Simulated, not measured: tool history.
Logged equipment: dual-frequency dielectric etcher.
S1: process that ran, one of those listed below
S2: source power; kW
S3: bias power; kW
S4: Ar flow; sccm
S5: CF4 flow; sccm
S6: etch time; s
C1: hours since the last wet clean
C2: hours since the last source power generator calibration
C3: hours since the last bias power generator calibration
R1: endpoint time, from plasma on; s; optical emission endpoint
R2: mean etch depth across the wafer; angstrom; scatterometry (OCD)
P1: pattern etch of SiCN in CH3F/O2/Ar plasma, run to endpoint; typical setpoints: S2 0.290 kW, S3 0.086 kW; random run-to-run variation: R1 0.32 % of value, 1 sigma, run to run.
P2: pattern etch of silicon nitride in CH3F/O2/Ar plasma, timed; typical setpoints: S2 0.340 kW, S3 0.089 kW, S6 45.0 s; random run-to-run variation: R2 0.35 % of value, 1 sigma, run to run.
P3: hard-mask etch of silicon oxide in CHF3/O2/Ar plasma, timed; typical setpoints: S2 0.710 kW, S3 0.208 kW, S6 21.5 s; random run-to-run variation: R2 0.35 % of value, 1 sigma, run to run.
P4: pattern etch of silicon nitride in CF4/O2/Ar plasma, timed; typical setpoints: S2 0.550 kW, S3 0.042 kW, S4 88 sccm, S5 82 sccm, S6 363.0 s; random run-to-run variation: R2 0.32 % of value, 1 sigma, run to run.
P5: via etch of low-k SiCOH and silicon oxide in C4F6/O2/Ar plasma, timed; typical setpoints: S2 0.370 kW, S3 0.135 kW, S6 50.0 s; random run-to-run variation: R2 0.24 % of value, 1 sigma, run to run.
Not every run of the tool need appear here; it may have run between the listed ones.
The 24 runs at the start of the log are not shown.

Run 25, hour 214.9: S1 P1, S2 0.360 kW, S3 0.115 kW; C1 160.9; C2 2076.6; C3 1363.4. Result: R1 25.434 s.
Run 26, hour 225.1: S1 P5, S2 0.280 kW, S3 0.135 kW, S6 50.0 s; C1 171.1; C2 2086.8; C3 1373.6. Result: R2 1013.30 angstrom.
Run 27, hour 231.5: S1 P3, S2 0.710 kW, S3 0.208 kW, S6 14.5 s; C1 177.5; C2 2093.2; C3 1380.0. Result: R2 314.78 angstrom.
Run 28, hour 241.5: S1 P4, S2 0.550 kW, S3 0.042 kW, S4 88 sccm, S5 115 sccm, S6 363.0 s; C1 187.5; C2 2103.2; C3 1390.0. Result: R2 7384.10 angstrom.
Run 29, hour 246.9: S1 P1, S2 0.290 kW, S3 0.086 kW; C1 192.9; C2 2108.6; C3 1395.4. Result: R1 30.759 s.
Run 30, hour 253.8: S1 P1, S2 0.290 kW, S3 0.086 kW; C1 199.8; C2 2115.5; C3 1402.3. Result: R1 30.769 s.
Run 31, hour 258.6: S1 P1, S2 0.290 kW, S3 0.086 kW; C1 204.6; C2 2120.3; C3 1407.1. Result: R1 30.942 s.
Run 32, hour 263.7: S1 P1, S2 0.290 kW, S3 0.086 kW; C1 209.7; C2 2125.4; C3 1412.2. Result: R1 30.936 s.
Run 33, hour 271.9: S1 P1, S2 0.290 kW, S3 0.086 kW; C1 217.9; C2 2133.6; C3 1420.4. Result: R1 31.068 s.
Run 34, hour 280.2: S1 P1, S2 0.290 kW, S3 0.086 kW; C1 226.2; C2 2141.9; C3 1428.7. Result: R1 31.106 s.
At hour 280.7: wet clean of the chamber.
Run 35, hour 291.2: S1 P1, S2 0.290 kW, S3 0.086 kW; C1 10.5; C2 2152.9; C3 1439.7. Result: R1 31.136 s.
Run 36, hour 301.4: S1 P1, S2 0.290 kW, S3 0.086 kW; C1 20.7; C2 2163.1; C3 1449.9. Result: R1 31.106 s.

The next listed run, before its measurement:
Run 37, hour 311.1: S1 P1, S2 0.290 kW, S3 0.086 kW; C1 30.4; C2 2172.8; C3 1459.6. Result: R1 ?.

For run 37 the tool returned R1 31.324 s.
